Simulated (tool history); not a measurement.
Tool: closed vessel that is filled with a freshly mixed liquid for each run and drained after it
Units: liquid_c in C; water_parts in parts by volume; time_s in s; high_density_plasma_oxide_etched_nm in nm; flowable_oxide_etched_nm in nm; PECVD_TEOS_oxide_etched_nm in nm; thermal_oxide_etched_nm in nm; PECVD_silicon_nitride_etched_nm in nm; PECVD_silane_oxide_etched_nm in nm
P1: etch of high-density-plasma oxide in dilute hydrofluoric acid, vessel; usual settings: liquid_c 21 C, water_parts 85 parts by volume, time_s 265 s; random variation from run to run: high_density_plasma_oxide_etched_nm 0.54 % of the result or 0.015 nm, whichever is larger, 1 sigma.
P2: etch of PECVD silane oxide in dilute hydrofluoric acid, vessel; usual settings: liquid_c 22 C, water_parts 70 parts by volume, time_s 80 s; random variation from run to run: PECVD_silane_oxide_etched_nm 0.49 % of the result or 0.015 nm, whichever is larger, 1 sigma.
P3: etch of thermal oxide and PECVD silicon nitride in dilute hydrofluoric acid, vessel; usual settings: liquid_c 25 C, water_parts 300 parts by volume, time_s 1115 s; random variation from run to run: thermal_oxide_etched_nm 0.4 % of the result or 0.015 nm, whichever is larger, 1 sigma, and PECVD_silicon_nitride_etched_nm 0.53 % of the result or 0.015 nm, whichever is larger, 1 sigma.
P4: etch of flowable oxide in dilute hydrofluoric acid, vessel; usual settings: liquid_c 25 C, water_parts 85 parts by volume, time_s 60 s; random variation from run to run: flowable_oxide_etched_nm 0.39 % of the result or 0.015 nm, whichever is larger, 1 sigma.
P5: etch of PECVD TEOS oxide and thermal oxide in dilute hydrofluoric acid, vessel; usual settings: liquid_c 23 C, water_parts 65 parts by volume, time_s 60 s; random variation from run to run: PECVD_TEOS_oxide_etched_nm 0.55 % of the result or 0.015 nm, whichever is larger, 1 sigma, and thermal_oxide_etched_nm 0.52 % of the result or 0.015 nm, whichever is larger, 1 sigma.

run,hour,process,liquid_c,water_parts,time_s,hours since the thermometer was replaced,hours since the hydrofluoric acid flow meter was replaced,high_density_plasma_oxide_etched_nm,flowable_oxide_etched_nm,PECVD_TEOS_oxide_etched_nm,thermal_oxide_etched_nm,PECVD_silicon_nitride_etched_nm,PECVD_silane_oxide_etched_nm
1,3.8,P1,21,85,265,869.2,597.7,17.184,,,,,
2,7.4,P1,17,85,265,872.8,601.3,14.608,,,,,
3,11.9,P4,25,85,100,877.3,605.8,,38.56,,,,
4,14.4,P1,21,85,265,879.8,608.3,17.117,,,,,
5,19.1,P5,23,65,30,884.5,613,,,9.4399,2.1154,,
6,23.5,P4,25,85,60,888.9,617.4,,23.238,,,,
7,28.1,P3,25,155,1115,893.5,622,,,,34.47,34.337,
8,31.8,P1,29,85,265,897.2,625.7,23.627,,,,,
9,34.9,P1,21,125,265,900.3,628.8,11.228,,,,,
10,38.9,P1,21,85,265,904.3,632.8,17.128,,,,,
11,42.1,P1,17.5,85,500,907.5,636,28.093,,,,,
12,45.8,P4,17.5,85,60,911.2,639.7,,17.116,,,,
13,49,P1,21,85,265,914.4,642.9,17.265,,,,,
14,53.4,P2,22,120,80,918.8,647.3,,,,,,18.378
15,57.6,P3,25,300,1115,923,651.5,,,,15.202,17.674,
16,60.7,P1,21,85,125,926.1,654.6,8.0504,,,,,
17,64.8,P1,21,25,265,930.2,658.7,63.208,,,,,
18,67.9,P1,21,85,505,933.3,661.8,32.603,,,,,
19,70.7,P5,23,65,60,936.1,664.6,,,19.088,4.3124,,
20,74.3,P3,25,300,2090,939.7,668.2,,,,28.422,33.302,
21,78,P2,22,70,80,943.4,671.9,,,,,,33.79
22,80.8,P5,23,65,60,946.2,674.7,,,19.148,4.2628,,
23,83.7,P3,25,300,1115,949.1,677.6,,,,15.122,17.609,
24,86.2,P4,25,85,60,951.6,680.1,,23.046,,,,
25,88.9,P5,17,65,60,954.3,682.8,,,14.915,3.3093,,
26,91.1,P1,17,40,265,956.5,685,32.641,,,,,
27,95.4,P1,17,85,140,960.8,689.3,7.6805,,,,,
28,98.5,P2,17,70,80,963.9,692.4,,,,,,27.411
29,101.8,P4,25,145,60,967.2,695.7,,12.594,,,,
30,104.6,P2,22,70,30,970,698.5,,,,,,12.587
31,107.4,P5,23,110,60,972.8,701.3,,,10.737,2.4021,,
32,111.2,P2,22,70,80,976.6,705.1,,,,,,34.224
33,113.9,P3,18.5,300,1115,979.3,707.8,,,,12.132,11.698,
34,117.6,P1,21,85,265,983,711.5,17.273,,,,,
35,122.5,P1,21,85,265,987.9,716.4,17.207,,,,,
36,127.4,P1,21,85,265,992.8,721.3,17.723,,,,,
37,131,P1,21,85,265,996.4,724.9,17.827,,,,,
38,135.3,P1,21,85,265,1000.7,729.2,18.087,,,,,
39,137.6,P1,21,85,265,1003,731.5,17.895,,,,,
40,141.4,P1,21,85,265,1006.8,735.3,18.208,,,,,
41,143.7,P1,21,85,265,1009.1,737.6,18.044,,,,,
42,147.4,P1,21,85,265,1012.8,741.3,18.319,,,,,
43,151.1,P1,21,85,265,1016.5,745,18.341,,,,,
44,154.4,P1,21,85,265,1019.8,748.3,18.07,,,,,

What P1 gives has crept away from where it was. These 2 causes fit the log equally well, each at the size given:
A: liquid hotter than its thermometer reads (K) = 1.4
B: hydrofluoric acid flow above the setpoint (%) = 5.33
The creep began at about hour 122.5.

4 check runs are offered, each on 2 wafers whose results are averaged, their results left as question marks. Which one tells the causes apart?
check 1,157.7,P5,23,110,60,,,,,?,?,,
check 2,157.7,P2,18,70,40,,,,,,,,?
check 3,157.7,P3,25,300,1885,,,,,,?,?,
check 4,157.7,P4,25,120,60,,,,?,,,,

What each check would give under each cause:
check,result,if A,if B
check 1,PECVD_TEOS_oxide_etched_nm,11.286,11.324
check 1,thermal_oxide_etched_nm,2.5352,2.5438
check 2,PECVD_silane_oxide_etched_nm,15.172,15.12
check 3,thermal_oxide_etched_nm,26.966,27.497
check 3,PECVD_silicon_nitride_etched_nm,32.398,31.37
check 4,flowable_oxide_etched_nm,16.58,16.672
How far apart the two closest causes lie, in the result that separates them most: check 1 0.34 %; check 2 0.34 %; check 3 3.22 %; check 4 0.56 %
Check 3 tells the causes apart: in the others they would give nearly the same result.

Then check 3 was run and gave: thermal_oxide_etched_nm 26.999 nm; PECVD_silicon_nitride_etched_nm 32.374 nm. Which cause is it?

It is A: liquid hotter than its thermometer reads (K).
